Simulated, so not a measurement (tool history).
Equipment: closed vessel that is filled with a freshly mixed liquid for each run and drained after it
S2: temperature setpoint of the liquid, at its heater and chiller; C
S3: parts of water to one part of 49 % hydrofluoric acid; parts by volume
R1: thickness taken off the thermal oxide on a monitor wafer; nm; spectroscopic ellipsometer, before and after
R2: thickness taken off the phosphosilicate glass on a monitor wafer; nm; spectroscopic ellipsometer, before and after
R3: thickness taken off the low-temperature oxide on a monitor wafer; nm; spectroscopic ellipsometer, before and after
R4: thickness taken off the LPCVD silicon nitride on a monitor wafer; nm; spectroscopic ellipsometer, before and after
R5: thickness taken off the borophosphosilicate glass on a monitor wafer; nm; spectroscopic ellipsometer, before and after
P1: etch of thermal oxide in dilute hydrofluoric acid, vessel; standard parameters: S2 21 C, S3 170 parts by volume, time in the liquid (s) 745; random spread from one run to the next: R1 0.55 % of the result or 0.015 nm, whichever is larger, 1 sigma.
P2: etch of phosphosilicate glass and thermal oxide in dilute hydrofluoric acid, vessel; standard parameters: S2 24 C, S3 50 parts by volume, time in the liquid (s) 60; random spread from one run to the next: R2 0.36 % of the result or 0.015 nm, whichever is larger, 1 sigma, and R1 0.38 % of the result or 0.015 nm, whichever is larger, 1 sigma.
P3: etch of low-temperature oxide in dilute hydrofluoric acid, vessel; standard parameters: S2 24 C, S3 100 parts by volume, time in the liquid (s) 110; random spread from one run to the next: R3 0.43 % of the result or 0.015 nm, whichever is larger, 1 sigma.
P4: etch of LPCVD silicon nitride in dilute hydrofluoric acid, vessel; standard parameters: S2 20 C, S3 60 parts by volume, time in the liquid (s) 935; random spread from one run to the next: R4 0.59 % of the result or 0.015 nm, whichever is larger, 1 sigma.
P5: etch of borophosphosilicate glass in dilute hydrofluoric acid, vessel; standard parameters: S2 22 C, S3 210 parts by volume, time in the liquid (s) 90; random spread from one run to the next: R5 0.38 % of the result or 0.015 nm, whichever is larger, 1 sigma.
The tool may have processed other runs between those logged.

run 1 hour=9.9 | process_that_ran=P1 S2=21 S3=170 time_in_the_liquid_(s)=745 | R1=16.773
run 2 hour=24.5 | process_that_ran=P2 S2=24 S3=50 time_in_the_liquid_(s)=60 | R1=5.8954 R2=80.572
run 3 hour=40.5 | process_that_ran=P3 S2=24 S3=100 time_in_the_liquid_(s)=110 | R3=18.887
run 4 hour=56.7 | process_that_ran=P1 S2=21 S3=170 time_in_the_liquid_(s)=745 | R1=16.816
run 5 hour=74.4 | process_that_ran=P1 S2=21 S3=90 time_in_the_liquid_(s)=745 | R1=34.933
run 6 hour=87.5 | process_that_ran=P4 S2=17 S3=60 time_in_the_liquid_(s)=935 | R4=4.0945
run 7 hour=99.7 | process_that_ran=P2 S2=29 S3=50 time_in_the_liquid_(s)=60 | R1=7.2503 R2=99.166
run 8 hour=114.3 | process_that_ran=P1 S2=21 S3=300 time_in_the_liquid_(s)=190 | R1=2.1488
run 9 hour=126 | process_that_ran=P1 S2=21 S3=235 time_in_the_liquid_(s)=745 | R1=11.324
run 10 hour=140.2 | process_that_ran=P4 S2=20 S3=60 time_in_the_liquid_(s)=1345 | R4=7.3154
run 11 hour=155.1 | process_that_ran=P1 S2=21 S3=170 time_in_the_liquid_(s)=745 | R1=16.851
run 12 hour=170.6 | process_that_ran=P1 S2=17 S3=170 time_in_the_liquid_(s)=745 | R1=14.418
run 13 hour=189.9 | process_that_ran=P4 S2=20 S3=60 time_in_the_liquid_(s)=935 | R4=4.9548
run 14 hour=204.1 | process_that_ran=P2 S2=24 S3=50 time_in_the_liquid_(s)=30 | R1=2.9333 R2=40.674
run 15 hour=221 | process_that_ran=P3 S2=24 S3=145 time_in_the_liquid_(s)=110 | R3=12.289
run 16 hour=236.6 | process_that_ran=P1 S2=25 S3=170 time_in_the_liquid_(s)=745 | R1=19.553
run 17 hour=247.1 | process_that_ran=P1 S2=21 S3=170 time_in_the_liquid_(s)=1410 | R1=31.866
run 18 hour=263.4 | process_that_ran=P5 S2=22 S3=60 time_in_the_liquid_(s)=90 | R5=64.289
run 19 hour=280.1 | process_that_ran=P5 S2=22 S3=210 time_in_the_liquid_(s)=90 | R5=15.489
run 20 hour=296.4 | process_that_ran=P1 S2=21 S3=170 time_in_the_liquid_(s)=745 | R1=16.875
run 21 hour=309.2 | process_that_ran=P5 S2=27.5 S3=210 time_in_the_liquid_(s)=90 | R5=19.035
run 22 hour=322.5 | process_that_ran=P1 S2=21 S3=170 time_in_the_liquid_(s)=745 | R1=16.767
run 23 hour=338.4 | process_that_ran=P1 S2=21 S3=170 time_in_the_liquid_(s)=75 | R1=1.6988
run 24 hour=348 | process_that_ran=P3 S2=24 S3=100 time_in_the_liquid_(s)=110 | R3=18.997
run 25 hour=361.4 | process_that_ran=P4 S2=20 S3=60 time_in_the_liquid_(s)=935 | R4=5.0184
run 26 hour=380.6 | process_that_ran=P3 S2=29.5 S3=100 time_in_the_liquid_(s)=110 | R3=23.666
run 27 hour=398.9 | process_that_ran=P4 S2=20 S3=25 time_in_the_liquid_(s)=935 | R4=11.833
run 28 hour=414.9 | process_that_ran=P1 S2=21 S3=170 time_in_the_liquid_(s)=745 | R1=16.735
run 29 hour=432.1 | process_that_ran=P2 S2=24 S3=80 time_in_the_liquid_(s)=60 | R1=3.5171 R2=48.894
run 30 hour=448.4 | process_that_ran=P5 S2=22 S3=210 time_in_the_liquid_(s)=90 | R5=15.592
run 31 hour=462 | process_that_ran=P5 S2=22 S3=210 time_in_the_liquid_(s)=170 | R5=29.273
run 32 hour=478 | process_that_ran=P3 S2=24 S3=100 time_in_the_liquid_(s)=30 | R3=5.137
run 33 hour=493.8 | process_that_ran=P1 S2=21 S3=170 time_in_the_liquid_(s)=745 | R1=16.85
run 34 hour=505.7 | process_that_ran=P1 S2=21 S3=170 time_in_the_liquid_(s)=745 | R1=17.428
run 35 hour=514.2 | process_that_ran=P1 S2=21 S3=170 time_in_the_liquid_(s)=745 | R1=17.663
run 36 hour=533.5 | process_that_ran=P1 S2=21 S3=170 time_in_the_liquid_(s)=745 | R1=17.865
run 37 hour=544.2 | process_that_ran=P1 S2=21 S3=170 time_in_the_liquid_(s)=745 | R1=18.177
run 38 hour=554.9 | process_that_ran=P1 S2=21 S3=170 time_in_the_liquid_(s)=745 | R1=18.081

Run 39, settings as shown, results not yet in. Your forecast:
run 39 hour=568.7 | process_that_ran=P1 S2=21 S3=170 time_in_the_liquid_(s)=745 | R1=?

{"run 39": {"R1": 18.166}}
